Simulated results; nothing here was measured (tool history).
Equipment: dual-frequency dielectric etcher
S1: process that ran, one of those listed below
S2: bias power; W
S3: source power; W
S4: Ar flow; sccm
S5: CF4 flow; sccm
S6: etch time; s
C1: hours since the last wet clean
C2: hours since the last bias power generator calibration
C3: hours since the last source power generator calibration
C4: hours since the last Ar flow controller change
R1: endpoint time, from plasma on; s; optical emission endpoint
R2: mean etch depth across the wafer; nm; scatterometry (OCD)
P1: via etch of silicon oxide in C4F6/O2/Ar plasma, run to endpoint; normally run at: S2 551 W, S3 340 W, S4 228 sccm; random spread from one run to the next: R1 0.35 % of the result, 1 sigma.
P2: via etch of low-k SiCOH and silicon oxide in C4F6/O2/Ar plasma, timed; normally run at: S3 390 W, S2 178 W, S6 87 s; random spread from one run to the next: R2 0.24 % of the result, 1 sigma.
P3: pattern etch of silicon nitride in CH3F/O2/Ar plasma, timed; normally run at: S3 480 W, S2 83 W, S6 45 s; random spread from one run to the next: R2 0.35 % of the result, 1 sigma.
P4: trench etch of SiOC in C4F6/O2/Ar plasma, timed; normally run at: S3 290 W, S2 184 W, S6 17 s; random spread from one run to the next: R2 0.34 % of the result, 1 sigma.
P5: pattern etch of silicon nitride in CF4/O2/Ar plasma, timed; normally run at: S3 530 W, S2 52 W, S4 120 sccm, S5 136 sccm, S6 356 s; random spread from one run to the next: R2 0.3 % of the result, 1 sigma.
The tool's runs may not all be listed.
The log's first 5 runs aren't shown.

Run 6, hour 73.1: S1 P1, S2 343 W, S3 410 W, S4 228 sccm; C1 202.5; C2 2071.2; C3 617.1; C4 3193.2. Result: R1 22.091 s.
Run 7, hour 88.7: S1 P5, S2 52 W, S3 530 W, S4 166 sccm, S5 136 sccm, S6 356 s; C1 218.1; C2 2086.8; C3 632.7; C4 3208.8. Result: R2 715.010 nm.
Run 8, hour 98.9: S1 P2, S2 178 W, S3 390 W, S6 87 s; C1 228.3; C2 2097.0; C3 642.9; C4 3219.0. Result: R2 238.850 nm.
Run 9, hour 113.0: S1 P2, S2 178 W, S3 390 W, S6 111 s; C1 242.4; C2 2111.1; C3 657.0; C4 3233.1. Result: R2 305.960 nm.
Run 10, hour 127.5: S1 P1, S2 551 W, S3 340 W, S4 228 sccm; C1 256.9; C2 2125.6; C3 671.5; C4 3247.6. Result: R1 19.960 s.
Run 11, hour 142.3: S1 P3, S2 83 W, S3 480 W, S6 45 s; C1 271.7; C2 2140.4; C3 686.3; C4 3262.4. Result: R2 35.795 nm.
Run 12, hour 149.5: S1 P1, S2 753 W, S3 340 W, S4 228 sccm; C1 278.9; C2 2147.6; C3 693.5; C4 3269.6. Result: R1 17.816 s.
Run 13, hour 161.2: S1 P1, S2 551 W, S3 340 W, S4 228 sccm; C1 290.6; C2 2159.3; C3 705.2; C4 3281.3. Result: R1 19.988 s.
Run 14, hour 171.4: S1 P1, S2 551 W, S3 340 W, S4 228 sccm; C1 300.8; C2 2169.5; C3 715.4; C4 3291.5. Result: R1 20.066 s.
Run 15, hour 179.3: S1 P4, S2 184 W, S3 350 W, S6 17 s; C1 308.7; C2 2177.4; C3 723.3; C4 3299.4. Result: R2 33.216 nm.
At hour 187.0: wet clean of the chamber.
Run 16, hour 189.0: S1 P4, S2 146 W, S3 290 W, S6 17 s; C1 2.0; C2 2187.1; C3 733.0; C4 3309.1. Result: R2 28.784 nm.
At hour 193.5: bias power generator calibrated.
Run 17, hour 196.1: S1 P5, S2 52 W, S3 370 W, S4 120 sccm, S5 136 sccm, S6 356 s; C1 9.1; C2 2.6; C3 740.1; C4 3316.2. Result: R2 548.370 nm.
Run 18, hour 212.1: S1 P1, S2 401 W, S3 340 W, S4 228 sccm; C1 25.1; C2 18.6; C3 756.1; C4 3332.2. Result: R1 22.455 s.
Run 19, hour 222.5: S1 P2, S2 250 W, S3 390 W, S6 87 s; C1 35.5; C2 29.0; C3 766.5; C4 3342.6. Result: R2 266.680 nm.
Run 20, hour 232.6: S1 P2, S2 178 W, S3 390 W, S6 87 s; C1 45.6; C2 39.1; C3 776.6; C4 3352.7. Result: R2 238.180 nm.
Run 21, hour 247.4: S1 P1, S2 551 W, S3 210 W, S4 228 sccm; C1 60.4; C2 53.9; C3 791.4; C4 3367.5. Result: R1 23.778 s.
Run 22, hour 261.3: S1 P4, S2 184 W, S3 290 W, S6 17 s; C1 74.3; C2 67.8; C3 805.3; C4 3381.4. Result: R2 30.941 nm.
Run 23, hour 270.1: S1 P3, S2 51 W, S3 480 W, S6 45 s; C1 83.1; C2 76.6; C3 814.1; C4 3390.2. Result: R2 30.512 nm.
Run 24, hour 278.5: S1 P1, S2 551 W, S3 340 W, S4 137 sccm; C1 91.5; C2 85.0; C3 822.5; C4 3398.6. Result: R1 18.935 s.
Run 25, hour 291.8: S1 P1, S2 740 W, S3 400 W, S4 228 sccm; C1 104.8; C2 98.3; C3 835.8; C4 3411.9. Result: R1 16.771 s.
Run 26, hour 306.8: S1 P5, S2 52 W, S3 530 W, S4 120 sccm, S5 136 sccm, S6 259 s; C1 119.8; C2 113.3; C3 850.8; C4 3426.9. Result: R2 540.140 nm.
Run 27, hour 313.9: S1 P3, S2 83 W, S3 480 W, S6 27 s; C1 126.9; C2 120.4; C3 857.9; C4 3434.0. Result: R2 21.493 nm.
Run 28, hour 329.3: S1 P1, S2 551 W, S3 440 W, S4 228 sccm; C1 142.3; C2 135.8; C3 873.3; C4 3449.4. Result: R1 18.177 s.
Run 29, hour 336.4: S1 P5, S2 36 W, S3 530 W, S4 120 sccm, S5 136 sccm, S6 356 s; C1 149.4; C2 142.9; C3 880.4; C4 3456.5. Result: R2 657.040 nm.
Run 30, hour 347.7: S1 P4, S2 184 W, S3 290 W, S6 12 s; C1 160.7; C2 154.2; C3 891.7; C4 3467.8. Result: R2 21.863 nm.

Forecast run 31:
Run 31, hour 354.8: S1 P1, S2 551 W, S3 340 W, S4 313 sccm; C1 167.8; C2 161.3; C3 898.8; C4 3474.9. Result: R1 ?.

Run 31 yielded R1 20.597 s.
